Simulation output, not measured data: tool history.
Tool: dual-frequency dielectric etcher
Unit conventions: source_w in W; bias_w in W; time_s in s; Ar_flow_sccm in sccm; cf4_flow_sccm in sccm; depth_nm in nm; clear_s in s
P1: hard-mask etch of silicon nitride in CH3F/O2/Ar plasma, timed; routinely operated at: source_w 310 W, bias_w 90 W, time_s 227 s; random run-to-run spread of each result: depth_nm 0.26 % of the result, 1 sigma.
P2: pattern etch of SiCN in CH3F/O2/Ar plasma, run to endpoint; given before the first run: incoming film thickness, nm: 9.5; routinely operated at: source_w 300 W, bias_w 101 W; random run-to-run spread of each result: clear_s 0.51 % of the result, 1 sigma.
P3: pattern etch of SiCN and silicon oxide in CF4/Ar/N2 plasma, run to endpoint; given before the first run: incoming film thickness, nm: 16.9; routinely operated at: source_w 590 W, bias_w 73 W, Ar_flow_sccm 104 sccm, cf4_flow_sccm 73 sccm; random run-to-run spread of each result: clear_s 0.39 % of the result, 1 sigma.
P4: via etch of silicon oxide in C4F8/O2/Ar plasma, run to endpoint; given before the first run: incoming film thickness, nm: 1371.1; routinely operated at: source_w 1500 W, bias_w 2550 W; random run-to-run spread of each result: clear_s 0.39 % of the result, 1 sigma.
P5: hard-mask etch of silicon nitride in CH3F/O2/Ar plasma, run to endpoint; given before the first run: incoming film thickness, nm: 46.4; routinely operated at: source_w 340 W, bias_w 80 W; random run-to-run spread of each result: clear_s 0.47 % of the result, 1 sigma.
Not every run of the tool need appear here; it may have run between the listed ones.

run   hour  process  source_w  bias_w  time_s  Ar_flow_sccm  cf4_flow_sccm  hours since the last wet clean  hours since the last source power generator calibration  hours since the last bias power generator calibration  depth_nm  clear_s
  1    4.9       P1       310      90     227                                                        379.4                                                    671.1                                                  824.3    153.05
  2   13.6       P4      1500    1629                                                                388.1                                                    679.8                                                    833              329.6
  3   21.5       P1       310      90     160                                                          396                                                    687.7                                                  840.9    108.09
  4   28.5       P3       590      73                    69             73                             403                                                    694.7                                                  847.9             14.328
  5   37.2       P1       410      70     227                                                        411.7                                                    703.4                                                  856.6    155.75
  6   43.6       P5       210      80                                                                418.1                                                    709.8                                                    863             82.534
  7   53.1       P1       310      90     227                                                        427.6                                                    719.3                                                  872.5    153.47
  8   61.4       P1       180      90     227                                                        435.9                                                    727.6                                                  880.8    125.16
  9   70.4       P3       590      73                   104             73                           444.9                                                    736.6                                                  889.8             15.206
 10     79       P2       300     101                                                                453.5                                                    745.2                                                  898.4             25.632
 11   84.5       P4      2030    2550                                                                  459                                                    750.7                                                  903.9             255.43
 12   94.5       P3       590      73                   104             73                             469                                                    760.7                                                  913.9             15.339
 13  101.2       P2       300     139                                                                475.7                                                    767.4                                                  920.6              22.37
 14  109.9       P1       310      90     227                                                        484.4                                                    776.1                                                  929.3    153.31
 15  118.9       P3       590      48                   104             73                           493.4                                                    785.1                                                  938.3             17.245
 16  124.9       P5       340      80                                                                499.4                                                    791.1                                                  944.3             70.235
 17  131.2       P1       310      59     227                                                        505.7                                                    797.4                                                  950.6    132.64
 18  136.9       P1       310      90     325                                                        511.4                                                    803.1                                                  956.3    219.11
 19  144.8       P5       340     108                                                                519.3                                                      811                                                  964.2             62.116
 20  152.6       P1       310      90     227                                                        527.1                                                    818.8                                                    972    153.15
 21  157.5       P3       390      73                   104             73                             532                                                    823.7                                                  976.9             21.912
 22  165.2       P1       190      66     227                                                        539.7                                                    831.4                                                  984.6    114.61
 23  172.2       P4      1500    2550                                                                546.7                                                    838.4                                                  991.6             290.19
 24  180.5       P2       420     101                                                                  555                                                    846.7                                                  999.9             22.477
 25  186.4       P1       370      90     227                                                        560.9                                                    852.6                                                 1005.8     164.4
 26  196.2       P3       590      73                   104             55                           570.7                                                    862.4                                                 1015.6             15.914
 27  201.9       P1       310      90     227                                                        576.4                                                    868.1                                                 1021.3    152.97
 28  207.3       P1       310     122     227                                                        581.8                                                    873.5                                                 1026.7    171.98
 29  216.1       P5       340      80                                                                590.6                                                    882.3                                                 1035.5             69.291
 30  226.1       P1       310      90     227                                                        600.6                                                    892.3                                                 1045.5    153.44
 31  235.3       P1       370      90   308.5                                                        609.8                                                    901.5                                                 1054.7    222.85
 32  239.9       P1       310      90     227                                                        614.4                                                    906.1                                                 1059.3    153.87
 33  248.7       P1       310      90     227                                                        623.2                                                    914.9                                                 1068.1    152.35
 34    255       P1       310      90     227                                                        629.5                                                    921.2                                                 1074.4     152.4
 35  261.1       P1       310      90     227                                                        635.6                                                    927.3                                                 1080.5    151.33
     265.3  -- wet clean of the chamber
 36  268.5       P1       310      90     227                                                          3.3                                                    934.7                                                 1087.9    150.88
 37  273.4       P1       310      90     227                                                          8.2                                                    939.6                                                 1092.8    152.05
 38  282.5       P1       310      90     227                                                         17.3                                                    948.7                                                 1101.9    151.25

Compared with where it was, what P1 gives has crept away. Each cause listed below fits the log as well as the rest, at the size given for it:
A: source power that arrives under what is set, % = 3.77
B: bias power that arrives under what is set, % = 3.85
The process output started creeping at around hour 239.9.
All other causes, with the reason each is excluded:
chamber walls in a state that lowers the etch rate, %: serviced at hour 265.3, after the drift had started, without restoring the earlier output

Which of the 4 check runs listed below, each an average over 2 wafers with its results shown as question marks, gives clearly different results under the different listed causes?
check 1  291.6       P4      1810    1766                                                                                                                                                                                                       ?
check 2  291.6       P5       240     103                                                                                                                                                                                                       ?
check 3  291.6       P2       390     137                                                                                                                                                                                                       ?
check 4  291.6       P3       590      73                    88             57                                                                                                                                                                  ?

What every check run would give for each of its results, assuming each possible cause in turn:
  check   result    if A    if B
check 1  clear_s  303.72  302.37
check 2  clear_s  73.002  73.058
check 3  clear_s  20.806  20.839
check 4  clear_s  15.913  15.586
Per-check spread between the two closest causes, in the result where they differ most: check 1 0.45 %; check 2 0.08 %; check 3 0.16 %; check 4 2.08 %
The other checks would show nearly matching results whichever cause is true, so check 4 is the only one that separates the causes.

After running check 4, the following was obtained: clear_s 15.653 s. Which cause does this point to?

The correct cause is B, namely: bias power that arrives under what is set, %.
